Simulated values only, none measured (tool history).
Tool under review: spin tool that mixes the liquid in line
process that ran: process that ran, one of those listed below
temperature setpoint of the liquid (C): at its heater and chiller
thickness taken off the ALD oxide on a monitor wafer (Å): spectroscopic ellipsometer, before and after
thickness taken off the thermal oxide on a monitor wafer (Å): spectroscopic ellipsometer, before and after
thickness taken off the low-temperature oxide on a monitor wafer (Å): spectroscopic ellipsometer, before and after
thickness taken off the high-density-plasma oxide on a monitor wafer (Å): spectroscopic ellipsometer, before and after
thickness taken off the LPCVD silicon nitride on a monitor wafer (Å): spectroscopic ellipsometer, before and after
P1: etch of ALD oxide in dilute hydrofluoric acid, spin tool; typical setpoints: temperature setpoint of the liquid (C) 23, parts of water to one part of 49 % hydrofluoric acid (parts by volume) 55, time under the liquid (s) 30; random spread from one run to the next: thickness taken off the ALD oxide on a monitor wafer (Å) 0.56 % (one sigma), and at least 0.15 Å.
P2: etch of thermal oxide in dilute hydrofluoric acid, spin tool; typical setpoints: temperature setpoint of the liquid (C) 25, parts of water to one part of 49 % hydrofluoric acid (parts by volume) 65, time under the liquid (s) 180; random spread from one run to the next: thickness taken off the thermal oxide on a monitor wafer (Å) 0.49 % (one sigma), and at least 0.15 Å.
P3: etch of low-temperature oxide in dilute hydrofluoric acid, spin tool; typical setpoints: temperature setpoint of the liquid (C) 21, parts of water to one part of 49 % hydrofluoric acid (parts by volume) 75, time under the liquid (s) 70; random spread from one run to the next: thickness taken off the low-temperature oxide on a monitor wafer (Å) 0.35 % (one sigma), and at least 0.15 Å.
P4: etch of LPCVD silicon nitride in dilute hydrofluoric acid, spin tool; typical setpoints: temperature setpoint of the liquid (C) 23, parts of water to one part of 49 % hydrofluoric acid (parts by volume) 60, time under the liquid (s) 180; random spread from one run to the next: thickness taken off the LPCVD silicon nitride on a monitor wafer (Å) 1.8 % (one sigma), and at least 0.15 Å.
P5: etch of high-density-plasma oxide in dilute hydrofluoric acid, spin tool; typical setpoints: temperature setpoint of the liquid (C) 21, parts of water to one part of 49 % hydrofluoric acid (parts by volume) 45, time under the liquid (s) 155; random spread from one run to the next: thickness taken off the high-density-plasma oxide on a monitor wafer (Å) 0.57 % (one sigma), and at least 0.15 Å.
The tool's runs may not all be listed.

run,hour,process that ran,temperature setpoint of the liquid (C),parts of water to one part of 49 % hydrofluoric acid (parts by volume),time under the liquid (s),thickness taken off the ALD oxide on a monitor wafer (Å),thickness taken off the thermal oxide on a monitor wafer (Å),thickness taken off the low-temperature oxide on a monitor wafer (Å),thickness taken off the high-density-plasma oxide on a monitor wafer (Å),thickness taken off the LPCVD silicon nitride on a monitor wafer (Å)
1,16.1,P1,23,55,30,170.78,,,,
2,27.9,P2,25,115,180,,79.179,,,
3,41.9,P3,21,25,70,,,564.75,,
4,51.9,P2,25,65,180,,148.6,,,
5,62.2,P3,21,75,115,,,290.53,,
6,77.6,P5,21,75,155,,,,182.42,
7,88.9,P4,17,60,180,,,,,9.1662
# hour 91.6: hydrofluoric acid flow meter replaced
8,100.6,P1,23,25,30,395.83,,,,
9,110.1,P1,23,55,15,85.393,,,,
10,117.7,P1,23,55,55,311.56,,,,
11,132.5,P1,31,55,30,237.52,,,,
12,146.9,P4,23,35,180,,,,,24.496
13,155.4,P5,17,45,155,,,,267.78,
14,167.2,P3,27.5,75,70,,,229.2,,
15,180.9,P5,21,45,155,,,,321.2,
16,190,P4,23,60,180,,,,,14.075
17,197.5,P2,25,65,180,,147.62,,,
18,210.3,P1,17,55,30,132.75,,,,
19,223.5,P3,21,75,70,,,176.57,,
20,238.8,P4,23,60,345,,,,,26.744
21,245.9,P3,21,75,70,,,176.76,,
22,255.2,P4,23,60,180,,,,,13.371
23,269.3,P1,23,55,30,170.66,,,,
24,284.9,P5,21,45,155,,,,314.36,
25,292.6,P1,23,55,30,171.16,,,,
26,308.7,P2,25,65,15,,12.111,,,
27,317.5,P1,23,55,30,171.39,,,,
28,332.1,P1,23,85,30,107.79,,,,
29,341.1,P1,27.5,85,30,127.52,,,,
# hour 349.7: thermometer replaced
30,351.2,P2,17,65,180,,106.89,,,
31,366,P5,21,45,15,,,,31.138,
32,376.6,P1,23,55,30,170.69,,,,
33,390.1,P1,23,55,30,172.5,,,,
34,402.5,P1,23,55,30,178.04,,,,
35,415.2,P1,23,55,30,181.06,,,,
36,430.9,P1,23,55,30,184.78,,,,
37,440.7,P1,23,55,30,185.64,,,,
38,455.9,P1,23,55,30,186.69,,,,
39,467.5,P1,23,55,30,186.83,,,,
40,479.9,P1,23,55,30,184.9,,,,
41,487.8,P1,23,55,30,188.94,,,,

Something has made what P1 gives creep away from where it was; the 2 causes below, each at its own stated size, fit the log equally well:
A: liquid hotter than its thermometer reads (K) = 2.24
B: hydrofluoric acid flow above the setpoint (%) = 8.96
The creep began at about hour 390.1.

Consider the 4 check runs below, whose results appear as question marks and each of which averages 5 wafers. Which one distinguishes the causes, in that each cause would give it a clearly different result?
check 1,495.7,P5,21,65,35,,,,?,
check 2,495.7,P3,26.5,40,70,,,?,,
check 3,495.7,P2,20,110,180,,?,,,
check 4,495.7,P4,20,60,310,,,,,?

Check results expected under each cause:
check,result,if A,if B
check 1,thickness taken off the high-density-plasma oxide on a monitor wafer (Å),53.383,53.375
check 2,thickness taken off the low-temperature oxide on a monitor wafer (Å),475.58,475.65
check 3,thickness taken off the thermal oxide on a monitor wafer (Å),73.955,74.356
check 4,thickness taken off the LPCVD silicon nitride on a monitor wafer (Å),22.858,21.31
Minimum pairwise separation of causes per check, each pair taken at its best-separating result: check 1 0.02 %; check 2 0.01 %; check 3 0.54 %; check 4 7.02 %
The other checks would show nearly matching results whichever cause is true, so check 4 is the only one that separates the causes.

Check 4 was then run and gave: thickness taken off the LPCVD silicon nitride on a monitor wafer (Å) 22.813. Which cause is it?

A is the cause: liquid hotter than its thermometer reads (K).

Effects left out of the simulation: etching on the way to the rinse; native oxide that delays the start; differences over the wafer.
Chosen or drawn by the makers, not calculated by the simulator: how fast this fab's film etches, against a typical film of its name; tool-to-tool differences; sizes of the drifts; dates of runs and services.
